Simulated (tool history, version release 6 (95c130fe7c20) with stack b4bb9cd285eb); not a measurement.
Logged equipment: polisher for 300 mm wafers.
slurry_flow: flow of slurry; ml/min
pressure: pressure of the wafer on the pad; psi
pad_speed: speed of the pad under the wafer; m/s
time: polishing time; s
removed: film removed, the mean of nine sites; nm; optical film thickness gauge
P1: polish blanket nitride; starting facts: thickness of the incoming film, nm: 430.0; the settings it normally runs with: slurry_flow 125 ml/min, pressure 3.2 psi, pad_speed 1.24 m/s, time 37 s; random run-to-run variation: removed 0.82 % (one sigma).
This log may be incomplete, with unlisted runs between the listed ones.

run   hour  slurry_flow  pressure  pad_speed  time  removed
  1   10.7          125       3.2       1.24    37   81.209
  2   16.8          160       3.2       0.56    37   45.515
  3   26.4          125         4       1.24    37   103.43
  4   37.7          125       3.2       1.24    37   81.333
  5   46.5          125       3.2       1.24    18   39.844
  6   57.5          185       3.2       1.24    37   87.185
  7   69.1           75       3.2       1.24    37   72.428
  8   80.3          125       3.2       1.24    37   81.864
  9   91.7          125       3.2       1.24    54    118.9
 10     98          125       3.2       1.24    37   82.429
 11  109.1          125       3.2       1.24    37   82.168
 12  116.5          125       2.1       1.24    37   53.577
 13  125.5          125       3.2       1.96    37   117.83
 14  130.9          125       3.2       0.56    37   42.942
 15  137.2          195       3.2       1.24    24   57.253
 16  142.8          125       3.2       1.24    37   82.592
 17  153.8          125       3.2       1.24    37   78.015
 18    162          125       3.2       1.24    37   77.809
     165.5  -- head pressure recalibrated
 19  167.3          125       3.2       1.24    37   76.038

The next listed run, before its measurement:
 20  174.8          125       3.2       1.24    37        ?

removed: 74.538 nm
